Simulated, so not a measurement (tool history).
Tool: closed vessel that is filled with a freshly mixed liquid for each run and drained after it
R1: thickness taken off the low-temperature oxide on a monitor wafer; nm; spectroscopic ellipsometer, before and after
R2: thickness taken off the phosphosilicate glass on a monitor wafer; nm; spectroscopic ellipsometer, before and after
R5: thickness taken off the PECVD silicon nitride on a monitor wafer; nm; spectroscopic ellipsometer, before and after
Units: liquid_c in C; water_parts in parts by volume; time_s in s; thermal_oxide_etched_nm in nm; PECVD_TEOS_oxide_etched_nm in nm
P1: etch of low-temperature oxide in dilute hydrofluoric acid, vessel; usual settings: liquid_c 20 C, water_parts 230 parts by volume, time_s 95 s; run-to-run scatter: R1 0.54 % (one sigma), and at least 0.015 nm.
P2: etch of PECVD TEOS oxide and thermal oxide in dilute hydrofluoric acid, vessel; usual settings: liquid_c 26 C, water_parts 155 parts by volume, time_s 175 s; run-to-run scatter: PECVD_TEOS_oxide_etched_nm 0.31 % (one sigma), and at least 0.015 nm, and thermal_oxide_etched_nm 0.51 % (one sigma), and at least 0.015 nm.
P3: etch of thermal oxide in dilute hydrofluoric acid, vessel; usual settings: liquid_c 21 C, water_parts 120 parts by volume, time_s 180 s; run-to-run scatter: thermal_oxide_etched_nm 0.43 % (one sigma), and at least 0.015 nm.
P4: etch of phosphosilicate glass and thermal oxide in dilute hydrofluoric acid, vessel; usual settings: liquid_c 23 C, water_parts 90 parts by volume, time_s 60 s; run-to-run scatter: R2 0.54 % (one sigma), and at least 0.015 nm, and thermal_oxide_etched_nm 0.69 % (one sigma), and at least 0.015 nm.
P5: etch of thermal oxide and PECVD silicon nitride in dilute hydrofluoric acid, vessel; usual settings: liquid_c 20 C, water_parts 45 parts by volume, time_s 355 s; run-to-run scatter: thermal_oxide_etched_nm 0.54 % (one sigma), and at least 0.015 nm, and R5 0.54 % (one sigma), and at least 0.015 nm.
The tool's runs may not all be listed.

run 1 day=0.4 | process=P1 liquid_c=20 water_parts=230 time_s=95 | R1=10.755
run 2 day=0.771 | process=P1 liquid_c=20 water_parts=230 time_s=145 | R1=16.365
run 3 day=1.204 | process=P1 liquid_c=20 water_parts=230 time_s=95 | R1=10.829
run 4 day=1.512 | process=P1 liquid_c=20 water_parts=415 time_s=95 | R1=5.0568
run 5 day=2 | process=P4 liquid_c=23 water_parts=45 time_s=60 | R2=144.37 thermal_oxide_etched_nm=6.7807
run 6 day=2.362 | process=P1 liquid_c=20 water_parts=230 time_s=30 | R1=3.3677
run 7 day=2.904 | process=P4 liquid_c=23 water_parts=90 time_s=60 | R2=68.521 thermal_oxide_etched_nm=3.1796
run 8 day=3.562 | process=P3 liquid_c=21 water_parts=120 time_s=180 | thermal_oxide_etched_nm=5.9235
run 9 day=3.992 | process=P2 liquid_c=26 water_parts=155 time_s=175 | thermal_oxide_etched_nm=5.5139 PECVD_TEOS_oxide_etched_nm=13.857
run 10 day=4.35 | process=P1 liquid_c=20 water_parts=230 time_s=95 | R1=10.756
run 11 day=4.767 | process=P2 liquid_c=30.5 water_parts=155 time_s=175 | thermal_oxide_etched_nm=6.4634 PECVD_TEOS_oxide_etched_nm=16.299
run 12 day=5.179 | process=P3 liquid_c=21 water_parts=120 time_s=180 | thermal_oxide_etched_nm=5.9107
run 13 day=5.617 | process=P1 liquid_c=20 water_parts=230 time_s=95 | R1=10.897
run 14 day=6.25 | process=P2 liquid_c=26 water_parts=155 time_s=80 | thermal_oxide_etched_nm=2.4894 PECVD_TEOS_oxide_etched_nm=6.3346
run 15 day=6.662 | process=P5 liquid_c=20 water_parts=45 time_s=355 | thermal_oxide_etched_nm=34.746 R5=34.651
run 16 day=7.05 | process=P2 liquid_c=26 water_parts=155 time_s=175 | thermal_oxide_etched_nm=5.4974 PECVD_TEOS_oxide_etched_nm=13.799
run 17 day=7.692 | process=P1 liquid_c=20 water_parts=230 time_s=95 | R1=10.795
run 18 day=8.146 | process=P4 liquid_c=23 water_parts=90 time_s=90 | R2=102.39 thermal_oxide_etched_nm=4.822
run 19 day=8.671 | process=P4 liquid_c=19 water_parts=90 time_s=60 | R2=58.026 thermal_oxide_etched_nm=2.7202
run 20 day=9.154 | process=P3 liquid_c=17 water_parts=120 time_s=180 | thermal_oxide_etched_nm=5.0894
run 21 day=9.521 | process=P1 liquid_c=20 water_parts=125 time_s=95 | R1=21.836
run 22 day=10.025 | process=P5 liquid_c=17 water_parts=45 time_s=355 | thermal_oxide_etched_nm=30.411 R5=27.94
run 23 day=10.617 | process=P1 liquid_c=17 water_parts=230 time_s=95 | R1=9.6533
run 24 day=10.908 | process=P2 liquid_c=26 water_parts=55 time_s=175 | thermal_oxide_etched_nm=17.575 PECVD_TEOS_oxide_etched_nm=44.826
run 25 day=11.379 | process=P1 liquid_c=26 water_parts=230 time_s=50 | R1=7.1377
run 26 day=11.804 | process=P5 liquid_c=20 water_parts=45 time_s=355 | thermal_oxide_etched_nm=35.039 R5=34.767
run 27 day=12.242 | process=P5 liquid_c=20 water_parts=20 time_s=355 | thermal_oxide_etched_nm=80.304 R5=75.164
run 28 day=12.65 | process=P3 liquid_c=21 water_parts=210 time_s=180 | thermal_oxide_etched_nm=3.1145
run 29 day=13.088 | process=P4 liquid_c=23 water_parts=90 time_s=60 | R2=68.669 thermal_oxide_etched_nm=3.2573
run 30 day=13.508 | process=P5 liquid_c=20 water_parts=45 time_s=175 | thermal_oxide_etched_nm=17.255 R5=17.234
run 31 day=14.071 | process=P3 liquid_c=21 water_parts=120 time_s=30 | thermal_oxide_etched_nm=1.0242
run 32 day=14.471 | process=P1 liquid_c=17 water_parts=230 time_s=175 | R1=17.642
run 33 day=14.983 | process=P1 liquid_c=27 water_parts=230 time_s=95 | R1=13.922
run 34 day=15.338 | process=P1 liquid_c=20 water_parts=230 time_s=95 | R1=10.676
run 35 day=15.971 | process=P1 liquid_c=20 water_parts=230 time_s=95 | R1=10.444
run 36 day=16.6 | process=P1 liquid_c=20 water_parts=230 time_s=95 | R1=10.285
run 37 day=17.058 | process=P1 liquid_c=20 water_parts=230 time_s=95 | R1=10.104
run 38 day=17.5 | process=P1 liquid_c=20 water_parts=230 time_s=95 | R1=10.08
run 39 day=18.062 | process=P1 liquid_c=20 water_parts=230 time_s=95 | R1=9.9258
run 40 day=18.642 | process=P1 liquid_c=20 water_parts=230 time_s=95 | R1=10.032
run 41 day=19.104 | process=P1 liquid_c=20 water_parts=230 time_s=95 | R1=9.9843
run 42 day=19.738 | process=P1 liquid_c=20 water_parts=230 time_s=95 | R1=9.9694
run 43 day=20.275 | process=P1 liquid_c=20 water_parts=230 time_s=95 | R1=10.047

What P1 gives has crept away from where it was. These 2 causes fit the log equally well, each at the size given:
A: liquid colder than its thermometer reads (K) = 1.93
B: hydrofluoric acid flow below the setpoint (%) = 5.86
The creep began at about day 15.338.

4 check runs are offered, one wafer each, their results left as question marks. Which one tells the causes apart?
run check 1 day=20.812 | process=P4 liquid_c=23 water_parts=90 time_s=60 | R2=? thermal_oxide_etched_nm=?
run check 2 day=20.812 | process=P2 liquid_c=26 water_parts=155 time_s=175 | thermal_oxide_etched_nm=? PECVD_TEOS_oxide_etched_nm=?
run check 3 day=20.812 | process=P5 liquid_c=20 water_parts=45 time_s=355 | thermal_oxide_etched_nm=? R5=?
run check 4 day=20.812 | process=P3 liquid_c=21 water_parts=120 time_s=180 | thermal_oxide_etched_nm=?

What each check would give under each cause:
check=check_1 result=R2 if_A=63.266 if_B=63.98
check=check_1 result=thermal_oxide_etched_nm if_A=2.9744 if_B=3.008
check=check_2 result=thermal_oxide_etched_nm if_A=5.1091 if_B=5.1139
check=check_2 result=PECVD_TEOS_oxide_etched_nm if_A=12.915 if_B=12.927
check=check_3 result=thermal_oxide_etched_nm if_A=31.956 if_B=32.573
check=check_3 result=R5 if_A=30.135 if_B=32.537
check=check_4 result=thermal_oxide_etched_nm if_A=5.5079 if_B=5.561
How far apart the two closest causes lie, in the result that separates them most: check 1 1.12 %; check 2 0.1 %; check 3 7.67 %; check 4 0.96 %
Check 3 tells the causes apart: in the others they would give nearly the same result.

Then check 3 was run and gave: thermal_oxide_etched_nm 32.63 nm; R5 32.332 nm. Which cause is it?

It is B: hydrofluoric acid flow below the setpoint (%).
